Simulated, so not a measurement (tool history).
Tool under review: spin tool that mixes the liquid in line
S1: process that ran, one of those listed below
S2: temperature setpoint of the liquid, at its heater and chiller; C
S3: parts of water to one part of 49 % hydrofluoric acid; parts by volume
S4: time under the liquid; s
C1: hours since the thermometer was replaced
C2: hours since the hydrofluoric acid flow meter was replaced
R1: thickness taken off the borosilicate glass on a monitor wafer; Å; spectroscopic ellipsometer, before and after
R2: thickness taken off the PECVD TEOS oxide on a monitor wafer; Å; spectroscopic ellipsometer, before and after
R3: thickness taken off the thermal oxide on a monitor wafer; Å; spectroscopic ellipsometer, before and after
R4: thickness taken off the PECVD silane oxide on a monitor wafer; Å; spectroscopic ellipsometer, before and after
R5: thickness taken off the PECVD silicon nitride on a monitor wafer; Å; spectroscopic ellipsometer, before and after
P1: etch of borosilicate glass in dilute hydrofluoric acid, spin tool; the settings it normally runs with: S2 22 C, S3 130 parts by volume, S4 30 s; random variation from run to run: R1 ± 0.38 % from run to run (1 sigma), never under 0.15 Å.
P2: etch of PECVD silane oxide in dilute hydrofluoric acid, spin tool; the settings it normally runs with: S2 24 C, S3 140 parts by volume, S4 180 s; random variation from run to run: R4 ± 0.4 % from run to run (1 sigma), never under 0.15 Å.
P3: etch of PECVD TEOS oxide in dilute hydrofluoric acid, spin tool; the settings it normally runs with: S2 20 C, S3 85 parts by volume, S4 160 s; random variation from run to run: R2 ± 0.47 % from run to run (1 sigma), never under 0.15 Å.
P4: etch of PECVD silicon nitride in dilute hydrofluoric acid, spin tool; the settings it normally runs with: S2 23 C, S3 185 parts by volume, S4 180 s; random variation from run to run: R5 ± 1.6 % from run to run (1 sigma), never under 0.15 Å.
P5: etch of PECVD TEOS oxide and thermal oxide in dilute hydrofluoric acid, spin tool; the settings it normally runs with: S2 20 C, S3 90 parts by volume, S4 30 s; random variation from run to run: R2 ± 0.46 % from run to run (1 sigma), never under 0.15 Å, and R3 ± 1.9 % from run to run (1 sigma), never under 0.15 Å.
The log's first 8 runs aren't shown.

run 9 hour=71.3 | S1=P1 S2=22 S3=75 S4=30 | C1=555.6 C2=334 | R1=210.86
run 10 hour=76.7 | S1=P1 S2=26.5 S3=130 S4=30 | C1=561 C2=339.4 | R1=135.57
run 11 hour=84.2 | S1=P1 S2=22 S3=60 S4=50 | C1=568.5 C2=346.9 | R1=445.7
run 12 hour=92.4 | S1=P2 S2=24 S3=140 S4=180 | C1=576.7 C2=355.1 | R4=472.14
run 13 hour=102.7 | S1=P1 S2=22 S3=130 S4=55 | C1=587 C2=365.4 | R1=209.52
run 14 hour=108.1 | S1=P3 S2=20 S3=85 S4=255 | C1=592.4 C2=370.8 | R2=220.79
run 15 hour=114 | S1=P1 S2=22 S3=45 S4=15 | C1=598.3 C2=376.7 | R1=182.35
-- hour=116.1 hydrofluoric acid flow meter replaced
run 16 hour=120 | S1=P4 S2=23 S3=35 S4=180 | C1=604.3 C2=3.9 | R5=79.781
run 17 hour=125.2 | S1=P1 S2=22 S3=130 S4=30 | C1=609.5 C2=9.1 | R1=113.59
run 18 hour=132.4 | S1=P3 S2=20 S3=150 S4=160 | C1=616.7 C2=16.3 | R2=72.82
run 19 hour=141.5 | S1=P1 S2=22 S3=130 S4=15 | C1=625.8 C2=25.4 | R1=56.582
run 20 hour=149.1 | S1=P4 S2=23 S3=185 S4=180 | C1=633.4 C2=33 | R5=15.128
run 21 hour=158.2 | S1=P5 S2=20 S3=90 S4=50 | C1=642.5 C2=42.1 | R2=133.99 R3=23.856
run 22 hour=167.5 | S1=P4 S2=23 S3=185 S4=275 | C1=651.8 C2=51.4 | R5=23.534
run 23 hour=175.2 | S1=P3 S2=20 S3=85 S4=160 | C1=659.5 C2=59.1 | R2=138.37
run 24 hour=185 | S1=P4 S2=17 S3=185 S4=180 | C1=669.3 C2=68.9 | R5=10.062

Run 25 is up next; what results do you expect?
run 25 hour=195.6 | S1=P1 S2=22 S3=210 S4=30 | C1=679.9 C2=79.5 | R1=?

Run 25 yielded R1 64.508 Å.
